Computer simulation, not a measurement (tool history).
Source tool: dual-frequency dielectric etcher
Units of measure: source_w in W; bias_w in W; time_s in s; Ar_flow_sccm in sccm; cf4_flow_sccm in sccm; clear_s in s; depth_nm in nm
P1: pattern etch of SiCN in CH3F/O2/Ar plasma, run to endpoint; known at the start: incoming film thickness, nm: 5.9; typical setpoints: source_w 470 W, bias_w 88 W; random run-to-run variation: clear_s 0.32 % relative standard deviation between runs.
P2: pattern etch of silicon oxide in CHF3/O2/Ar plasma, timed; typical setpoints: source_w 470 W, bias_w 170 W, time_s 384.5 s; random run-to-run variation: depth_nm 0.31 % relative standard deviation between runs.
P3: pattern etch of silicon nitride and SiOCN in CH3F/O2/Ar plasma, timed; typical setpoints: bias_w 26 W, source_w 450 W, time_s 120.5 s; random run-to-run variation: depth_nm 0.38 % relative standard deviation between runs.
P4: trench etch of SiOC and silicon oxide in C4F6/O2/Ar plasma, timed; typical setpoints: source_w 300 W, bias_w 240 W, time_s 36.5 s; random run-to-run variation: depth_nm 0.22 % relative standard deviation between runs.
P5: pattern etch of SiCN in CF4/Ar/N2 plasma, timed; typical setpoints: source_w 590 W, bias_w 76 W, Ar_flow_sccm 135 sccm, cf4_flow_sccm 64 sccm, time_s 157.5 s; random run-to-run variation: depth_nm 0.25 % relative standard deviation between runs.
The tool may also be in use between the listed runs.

run	hour	process	source_w	bias_w	time_s	Ar_flow_sccm	cf4_flow_sccm	hours since the last wet clean	hours since the last source power generator calibration	hours since the last bias power generator calibration	clear_s	depth_nm
1	4.9	P1	470	88				68.3	2021.7	1206.8	13.337	
2	12.8	P4	200	240	36.5			76.2	2029.6	1214.7		60.706
3	20.7	P4	300	240	36.5			84.1	2037.5	1222.6		70.627
4	26.2	P5	590	76	157.5	135	64	89.6	2043	1228.1		167.24
5	31.7	P1	470	88				95.1	2048.5	1233.6	13.426	
6	37.6	P1	470	122				101	2054.4	1239.5	11.943	
7	43.8	P3	620	26	120.5			107.2	2060.6	1245.7		19.144
8	52.1	P1	470	88				115.5	2068.9	1254	13.462	
9	58.7	P5	590	52	157.5	135	64	122.1	2075.5	1260.6		146.31
10	67.1	P5	590	76	157.5	135	90	130.5	2083.9	1269		176.1
11	73.1	P1	470	67				136.5	2089.9	1275	14.826	
12	79.4	P4	300	240	36.5			142.8	2096.2	1281.3		70.616
13	83.6	P3	450	26	120.5			147	2100.4	1285.5		17.058
14	89.3	P4	300	240	20			152.7	2106.1	1291.2		38.817
15	93.8	P2	470	128	384.5			157.2	2110.6	1295.7		615.02
16	102.4	P5	590	76	157.5	188	64	165.8	2119.2	1304.3		158
17	107	P2	470	170	528			170.4	2123.8	1308.9		915.66
18	113.9	P1	470	88				177.3	2130.7	1315.8	13.418	
19	121.7	P5	750	76	157.5	135	64	185.1	2138.5	1323.6		206.71
20	127.5	P1	320	69				190.9	2144.3	1329.4	16.947	
21	135.1	P2	590	170	384.5			198.5	2151.9	1337		734
22	141.9	P1	270	88				205.3	2158.7	1343.8	16.51	
23	150.6	P1	470	88				214	2167.4	1352.5	13.443	
24	159.2	P2	470	170	384.5			222.6	2176	1361.1		670.13
25	167.5	P3	450	31	120.5			230.9	2184.3	1369.4		18.521
26	173.2	P1	560	88				236.6	2190	1375.1	12.586	
27	177.8	P5	590	76	86.5	135	64	241.2	2194.6	1379.7		91.759
28	186.3	P3	450	26	162.5			249.7	2203.1	1388.2		23.14
29	193.8	P4	300	188	36.5			257.2	2210.6	1395.7		65.285
30	198.2	P1	470	88				261.6	2215	1400.1	13.485	
31	202.5	P1	470	88				265.9	2219.3	1404.4	13.506	
32	207.6	P1	470	88				271	2224.4	1409.5	13.589	
33	215.3	P1	470	88				278.7	2232.1	1417.2	13.612	
34	220.3	P1	470	88				283.7	2237.1	1422.2	13.663	
35	229	P1	470	88				292.4	2245.8	1430.9	13.635	
# hour 232.5: wet clean of the chamber
36	236.3	P1	470	88				3.9	2253.1	1438.2	13.638	
37	243.6	P1	470	88				11.2	2260.4	1445.5	13.705	
38	249.1	P1	470	88				16.7	2265.9	1451	13.627	

Something has made what P1 gives creep away from where it was; the 2 causes below, each at its own stated size, fit the log equally well:
A: source power that arrives under what is set, % = 4.32
B: bias power that arrives under what is set, % = 4.44
The onset of the drift is placed at about hour 198.2.
Each remaining cause and why it is not a fit:
chamber walls in a state that lowers the etch rate, %: its service at hour 232.5 followed the start of the drift and did not put the process back to its old value

Each of the 4 check runs below uses one wafer; its results are left as question marks. Which run tells the causes apart?
check 1	254.6	P3	610	26	159							?
check 2	254.6	P2	470	143	479.5							?
check 3	254.6	P5	590	76	97.5	170	64					?
check 4	254.6	P4	230	206	36.5							?

Expected result of each check under each candidate cause:
check	result	if A	if B
check 1	depth_nm	24.579	24.459
check 2	depth_nm	778.51	780.29
check 3	depth_nm	95.727	97.764
check 4	depth_nm	59.636	59.729
Per-check spread between the two closest causes, in the result where they differ most: check 1 0.49 %; check 2 0.23 %; check 3 2.11 %; check 4 0.16 %
Check 3 is the one run that separates the causes; every other check would come out nearly the same whichever cause is at work.

The results of check 3 are: depth_nm 98.108 nm. Based on these, which of the listed causes is it?

The correct cause is B, namely: bias power that arrives under what is set, %.
